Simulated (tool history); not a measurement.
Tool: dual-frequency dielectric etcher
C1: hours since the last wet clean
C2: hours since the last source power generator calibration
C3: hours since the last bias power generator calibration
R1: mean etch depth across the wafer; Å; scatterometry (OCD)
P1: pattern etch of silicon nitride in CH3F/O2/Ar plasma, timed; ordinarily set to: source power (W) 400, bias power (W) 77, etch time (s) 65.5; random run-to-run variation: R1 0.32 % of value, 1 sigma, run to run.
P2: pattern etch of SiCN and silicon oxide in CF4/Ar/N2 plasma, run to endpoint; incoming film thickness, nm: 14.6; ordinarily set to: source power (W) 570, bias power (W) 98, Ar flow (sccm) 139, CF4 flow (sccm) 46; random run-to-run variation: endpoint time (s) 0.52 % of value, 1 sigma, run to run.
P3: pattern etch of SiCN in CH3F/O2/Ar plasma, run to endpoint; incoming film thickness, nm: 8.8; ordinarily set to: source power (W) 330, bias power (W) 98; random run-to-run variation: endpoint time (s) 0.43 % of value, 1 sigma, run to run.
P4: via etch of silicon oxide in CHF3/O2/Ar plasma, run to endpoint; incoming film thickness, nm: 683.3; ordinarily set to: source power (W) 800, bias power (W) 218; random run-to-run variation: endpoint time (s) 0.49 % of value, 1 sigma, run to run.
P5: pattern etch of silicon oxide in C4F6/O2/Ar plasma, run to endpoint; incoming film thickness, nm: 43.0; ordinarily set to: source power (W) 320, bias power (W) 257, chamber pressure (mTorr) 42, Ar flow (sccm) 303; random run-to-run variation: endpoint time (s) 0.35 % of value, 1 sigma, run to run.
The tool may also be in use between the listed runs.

run 1 hour=12.7 | process_that_ran=P1 source_power_(W)=400 bias_power_(W)=77 etch_time_(s)=65.5 | C1=257.3 C2=814.7 C3=1816.3 | R1=471.32
run 2 hour=22.1 | process_that_ran=P1 source_power_(W)=400 bias_power_(W)=77 etch_time_(s)=65.5 | C1=266.7 C2=824.1 C3=1825.7 | R1=468.59
run 3 hour=33.2 | process_that_ran=P1 source_power_(W)=270 bias_power_(W)=77 etch_time_(s)=65.5 | C1=277.8 C2=835.2 C3=1836.8 | R1=406.75
run 4 hour=51.3 | process_that_ran=P2 source_power_(W)=570 bias_power_(W)=98 Ar_flow_(sccm)=139 CF4_flow_(sccm)=46 | C1=295.9 C2=853.3 C3=1854.9 | endpoint_time_(s)=13.423
run 5 hour=60.1 | process_that_ran=P5 source_power_(W)=320 bias_power_(W)=170 Ar_flow_(sccm)=303 chamber_pressure_(mTorr)=42 | C1=304.7 C2=862.1 C3=1863.7 | endpoint_time_(s)=15.965
run 6 hour=68.2 | process_that_ran=P5 source_power_(W)=320 bias_power_(W)=257 Ar_flow_(sccm)=303 chamber_pressure_(mTorr)=33.5 | C1=312.8 C2=870.2 C3=1871.8 | endpoint_time_(s)=13.584
run 7 hour=77.1 | process_that_ran=P1 source_power_(W)=400 bias_power_(W)=94 etch_time_(s)=65.5 | C1=321.7 C2=879.1 C3=1880.7 | R1=504.08
run 8 hour=91 | process_that_ran=P5 source_power_(W)=390 bias_power_(W)=257 Ar_flow_(sccm)=303 chamber_pressure_(mTorr)=42 | C1=335.6 C2=893 C3=1894.6 | endpoint_time_(s)=12.914
run 9 hour=101.6 | process_that_ran=P2 source_power_(W)=570 bias_power_(W)=98 Ar_flow_(sccm)=139 CF4_flow_(sccm)=46 | C1=346.2 C2=903.6 C3=1905.2 | endpoint_time_(s)=13.354
run 10 hour=119.1 | process_that_ran=P1 source_power_(W)=400 bias_power_(W)=77 etch_time_(s)=89 | C1=363.7 C2=921.1 C3=1922.7 | R1=642.71
run 11 hour=128.6 | process_that_ran=P3 source_power_(W)=330 bias_power_(W)=98 | C1=373.2 C2=930.6 C3=1932.2 | endpoint_time_(s)=22.305
run 12 hour=145.6 | process_that_ran=P4 source_power_(W)=800 bias_power_(W)=218 | C1=390.2 C2=947.6 C3=1949.2 | endpoint_time_(s)=303.01
run 13 hour=158.5 | process_that_ran=P1 source_power_(W)=400 bias_power_(W)=77 etch_time_(s)=65.5 | C1=403.1 C2=960.5 C3=1962.1 | R1=471.32
run 14 hour=174.5 | process_that_ran=P5 source_power_(W)=320 bias_power_(W)=257 Ar_flow_(sccm)=303 chamber_pressure_(mTorr)=42 | C1=419.1 C2=976.5 C3=1978.1 | endpoint_time_(s)=13.971
run 15 hour=193.1 | process_that_ran=P3 source_power_(W)=200 bias_power_(W)=98 | C1=437.7 C2=995.1 C3=1996.7 | endpoint_time_(s)=26.88
run 16 hour=201.5 | process_that_ran=P5 source_power_(W)=320 bias_power_(W)=257 Ar_flow_(sccm)=406 chamber_pressure_(mTorr)=42 | C1=446.1 C2=1003.5 C3=2005.1 | endpoint_time_(s)=14.464
run 17 hour=214.4 | process_that_ran=P1 source_power_(W)=550 bias_power_(W)=77 etch_time_(s)=65.5 | C1=459 C2=1016.4 C3=2018 | R1=531.4
run 18 hour=223.1 | process_that_ran=P4 source_power_(W)=520 bias_power_(W)=218 | C1=467.7 C2=1025.1 C3=2026.7 | endpoint_time_(s)=353.02
run 19 hour=238.7 | process_that_ran=P1 source_power_(W)=400 bias_power_(W)=77 etch_time_(s)=41.5 | C1=483.3 C2=1040.7 C3=2042.3 | R1=297.75
run 20 hour=247.2 | process_that_ran=P2 source_power_(W)=570 bias_power_(W)=98 Ar_flow_(sccm)=105 CF4_flow_(sccm)=46 | C1=491.8 C2=1049.2 C3=2050.8 | endpoint_time_(s)=12.793
run 21 hour=260.2 | process_that_ran=P1 source_power_(W)=400 bias_power_(W)=61 etch_time_(s)=65.5 | C1=504.8 C2=1062.2 C3=2063.8 | R1=436
run 22 hour=269.1 | process_that_ran=P1 source_power_(W)=520 bias_power_(W)=48 etch_time_(s)=65.5 | C1=513.7 C2=1071.1 C3=2072.7 | R1=445.67
run 23 hour=278.7 | process_that_ran=P5 source_power_(W)=320 bias_power_(W)=257 Ar_flow_(sccm)=303 chamber_pressure_(mTorr)=42 | C1=523.3 C2=1080.7 C3=2082.3 | endpoint_time_(s)=13.949
run 24 hour=288 | process_that_ran=P3 source_power_(W)=330 bias_power_(W)=98 | C1=532.6 C2=1090 C3=2091.6 | endpoint_time_(s)=22.475
run 25 hour=298 | process_that_ran=P2 source_power_(W)=800 bias_power_(W)=98 Ar_flow_(sccm)=139 CF4_flow_(sccm)=46 | C1=542.6 C2=1100 C3=2101.6 | endpoint_time_(s)=10.082
run 26 hour=306.2 | process_that_ran=P4 source_power_(W)=800 bias_power_(W)=127 | C1=550.8 C2=1108.2 C3=2109.8 | endpoint_time_(s)=361.63
run 27 hour=320.1 | process_that_ran=P2 source_power_(W)=570 bias_power_(W)=98 Ar_flow_(sccm)=139 CF4_flow_(sccm)=58 | C1=564.7 C2=1122.1 C3=2123.7 | endpoint_time_(s)=13.062
run 28 hour=336.9 | process_that_ran=P1 source_power_(W)=400 bias_power_(W)=77 etch_time_(s)=65.5 | C1=581.5 C2=1138.9 C3=2140.5 | R1=470.28
run 29 hour=348.9 | process_that_ran=P2 source_power_(W)=570 bias_power_(W)=60 Ar_flow_(sccm)=139 CF4_flow_(sccm)=46 | C1=593.5 C2=1150.9 C3=2152.5 | endpoint_time_(s)=16.292
run 30 hour=365.6 | process_that_ran=P1 source_power_(W)=400 bias_power_(W)=77 etch_time_(s)=65.5 | C1=610.2 C2=1167.6 C3=2169.2 | R1=470.42
run 31 hour=381.8 | process_that_ran=P1 source_power_(W)=400 bias_power_(W)=77 etch_time_(s)=65.5 | C1=626.4 C2=1183.8 C3=2185.4 | R1=469.41
run 32 hour=394.1 | process_that_ran=P3 source_power_(W)=330 bias_power_(W)=65 | C1=638.7 C2=1196.1 C3=2197.7 | endpoint_time_(s)=25.966
run 33 hour=403.6 | process_that_ran=P1 source_power_(W)=400 bias_power_(W)=77 etch_time_(s)=65.5 | C1=648.2 C2=1205.6 C3=2207.2 | R1=469.49
run 34 hour=412.1 | process_that_ran=P1 source_power_(W)=400 bias_power_(W)=77 etch_time_(s)=65.5 | C1=656.7 C2=1214.1 C3=2215.7 | R1=474.74
run 35 hour=426.5 | process_that_ran=P1 source_power_(W)=400 bias_power_(W)=77 etch_time_(s)=65.5 | C1=671.1 C2=1228.5 C3=2230.1 | R1=473.67
run 36 hour=444.4 | process_that_ran=P1 source_power_(W)=400 bias_power_(W)=77 etch_time_(s)=65.5 | C1=689 C2=1246.4 C3=2248 | R1=477.03
-- hour=456.6 wet clean of the chamber
run 37 hour=461.7 | process_that_ran=P1 source_power_(W)=400 bias_power_(W)=77 etch_time_(s)=65.5 | C1=5.1 C2=1263.7 C3=2265.3 | R1=476.42
run 38 hour=471.1 | process_that_ran=P1 source_power_(W)=400 bias_power_(W)=77 etch_time_(s)=65.5 | C1=14.5 C2=1273.1 C3=2274.7 | R1=477.66
run 39 hour=485.8 | process_that_ran=P1 source_power_(W)=400 bias_power_(W)=77 etch_time_(s)=65.5 | C1=29.2 C2=1287.8 C3=2289.4 | R1=476.38

What P1 gives has crept off from where it sat before. The 2 causes that follow fit the log equally well, each at the size noted:
A: source power that arrives over what is set, % = 4.34
B: bias power that arrives over what is set, % = 4.7
The gradual shift began around hour 403.6.
The rest of the possible causes, and what rules out each one:
chamber walls in a state that raises the etch rate, %: maintenance at hour 456.6, after the shift began, did not return the process to its former output

Which of the check runs below tells the causes apart, meaning the causes would give it clearly different results? Each run uses 5 wafers whose results are averaged, and each result is shown as a question mark.
run check 1 hour=500.5 | process_that_ran=P5 source_power_(W)=320 bias_power_(W)=257 Ar_flow_(sccm)=376 chamber_pressure_(mTorr)=42 | endpoint_time_(s)=?
run check 2 hour=500.5 | process_that_ran=P2 source_power_(W)=770 bias_power_(W)=65 Ar_flow_(sccm)=139 CF4_flow_(sccm)=46 | endpoint_time_(s)=?
run check 3 hour=500.5 | process_that_ran=P4 source_power_(W)=560 bias_power_(W)=218 | endpoint_time_(s)=?
run check 4 hour=500.5 | process_that_ran=P3 source_power_(W)=210 bias_power_(W)=71 | endpoint_time_(s)=?

What each check would give under each cause:
check=check_1 result=endpoint_time_(s) if_A=14.09 if_B=14.094
check=check_2 result=endpoint_time_(s) if_A=11.662 if_B=11.904
check=check_3 result=endpoint_time_(s) if_A=342.75 if_B=342.72
check=check_4 result=endpoint_time_(s) if_A=29.375 if_B=29.338
Per-check spread between the two closest causes, in the result where they differ most: check 1 0.03 %; check 2 2.05 %; check 3 0.01 %; check 4 0.12 %
Check 2 distinguishes between the causes, while the remaining checks would return nearly the same result for all of them.

Then check 2 was run and gave: endpoint time (s) 11.66. Which cause is it?

It is A: source power that arrives over what is set, %.
